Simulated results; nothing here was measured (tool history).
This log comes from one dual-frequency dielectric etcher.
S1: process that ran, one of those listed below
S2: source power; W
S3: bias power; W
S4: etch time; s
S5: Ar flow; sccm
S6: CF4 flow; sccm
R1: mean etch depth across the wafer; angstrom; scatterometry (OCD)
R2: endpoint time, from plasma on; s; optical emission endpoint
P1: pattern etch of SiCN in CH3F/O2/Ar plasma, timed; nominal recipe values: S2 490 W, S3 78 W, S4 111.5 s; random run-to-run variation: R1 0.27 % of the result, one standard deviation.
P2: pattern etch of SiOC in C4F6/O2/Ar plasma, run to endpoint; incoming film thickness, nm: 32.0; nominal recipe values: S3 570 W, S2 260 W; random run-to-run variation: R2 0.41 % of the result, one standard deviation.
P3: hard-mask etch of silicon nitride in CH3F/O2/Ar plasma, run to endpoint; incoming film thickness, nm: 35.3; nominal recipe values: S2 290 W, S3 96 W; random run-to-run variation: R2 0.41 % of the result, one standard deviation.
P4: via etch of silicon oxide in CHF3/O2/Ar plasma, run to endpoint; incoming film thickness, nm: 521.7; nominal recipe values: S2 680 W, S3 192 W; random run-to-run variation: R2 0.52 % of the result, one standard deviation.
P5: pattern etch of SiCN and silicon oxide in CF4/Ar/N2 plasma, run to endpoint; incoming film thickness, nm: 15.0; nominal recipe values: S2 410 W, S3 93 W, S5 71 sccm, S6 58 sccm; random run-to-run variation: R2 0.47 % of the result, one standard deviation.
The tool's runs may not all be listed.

| run | hour | S1 | S2 | S3 | S4 | S5 | S6 | R1 | R2 |
|---|---|---|---|---|---|---|---|---|---|
| 1 | 12.6 | P1 | 490 | 78 | 111.5 |  |  | 461.32 |  |
| 2 | 29.8 | P2 | 170 | 570 |  |  |  |  | 14.321 |
| 3 | 41.5 | P5 | 410 | 93 |  | 71 | 78 |  | 16.643 |
| 4 | 59.9 | P1 | 350 | 78 | 143.0 |  |  | 524.18 |  |
| 5 | 71.5 | P5 | 410 | 93 |  | 42 | 58 |  | 16.129 |
| 6 | 80.3 | P1 | 490 | 78 | 149.5 |  |  | 619.75 |  |
| 7 | 92.8 | P3 | 290 | 96 |  |  |  |  | 51.554 |
| 8 | 105.9 | P1 | 490 | 78 | 75.5 |  |  | 313.52 |  |
| 9 | 117.4 | P1 | 490 | 78 | 111.5 |  |  | 464.82 |  |
| 10 | 128.5 | P4 | 460 | 192 |  |  |  |  | 295.690 |
| 11 | 141.2 | P4 | 680 | 272 |  |  |  |  | 223.110 |
| 12 | 154.3 | P1 | 300 | 78 | 111.5 |  |  | 384.46 |  |
| 13 | 168.3 | P5 | 410 | 57 |  | 71 | 58 |  | 20.296 |
| 14 | 186.5 | P1 | 310 | 78 | 162.5 |  |  | 571.02 |  |
| 15 | 196.0 | P1 | 490 | 78 | 111.5 |  |  | 461.47 |  |
| 16 | 208.1 | P1 | 490 | 78 | 111.5 |  |  | 464.87 |  |
| 17 | 224.2 | P3 | 190 | 96 |  |  |  |  | 59.748 |
| 18 | 239.8 | P2 | 260 | 781 |  |  |  |  | 10.800 |
| 19 | 254.2 | P3 | 290 | 131 |  |  |  |  | 45.529 |
| 20 | 270.5 | P1 | 490 | 57 | 111.5 |  |  | 417.91 |  |
| 21 | 283.8 | P1 | 490 | 57 | 70.5 |  |  | 262.56 |  |
| 22 | 297.5 | P2 | 260 | 570 |  |  |  |  | 12.278 |
| 23 | 311.4 | P1 | 490 | 94 | 111.5 |  |  | 495.65 |  |
| 24 | 320.6 | P5 | 410 | 93 |  | 71 | 58 |  | 17.208 |
| 25 | 331.3 | P4 | 680 | 192 |  |  |  |  | 254.000 |
| 26 | 346.1 | P1 | 640 | 78 | 111.5 |  |  | 510.38 |  |
| 27 | 363.3 | P1 | 490 | 78 | 111.5 |  |  | 462.42 |  |
| 28 | 374.1 | P5 | 500 | 93 |  | 71 | 58 |  | 14.455 |
| 29 | 382.6 | P3 | 290 | 96 |  |  |  |  | 51.062 |
| 30 | 400.0 | P1 | 490 | 78 | 111.5 |  |  | 464.53 |  |
| 31 | 409.2 | P1 | 490 | 78 | 111.5 |  |  | 461.22 |  |
| 32 | 421.3 | P1 | 490 | 78 | 111.5 |  |  | 459.47 |  |
| 33 | 440.2 | P1 | 490 | 78 | 111.5 |  |  | 459.12 |  |
| 34 | 455.5 | P1 | 490 | 78 | 111.5 |  |  | 457.38 |  |
|  | 458.2 | wet clean of the chamber |
| 35 | 465.9 | P1 | 490 | 78 | 111.5 |  |  | 457.20 |  |
| 36 | 478.8 | P1 | 490 | 78 | 111.5 |  |  | 456.61 |  |
| 37 | 487.2 | P1 | 490 | 78 | 111.5 |  |  | 457.34 |  |
| 38 | 498.7 | P1 | 490 | 78 | 111.5 |  |  | 455.42 |  |

For run 39, what comes out?
| 39 | 512.3 | P1 | 490 | 78 | 111.5 |  |  | ? |  |

R1: 458.81 angstrom

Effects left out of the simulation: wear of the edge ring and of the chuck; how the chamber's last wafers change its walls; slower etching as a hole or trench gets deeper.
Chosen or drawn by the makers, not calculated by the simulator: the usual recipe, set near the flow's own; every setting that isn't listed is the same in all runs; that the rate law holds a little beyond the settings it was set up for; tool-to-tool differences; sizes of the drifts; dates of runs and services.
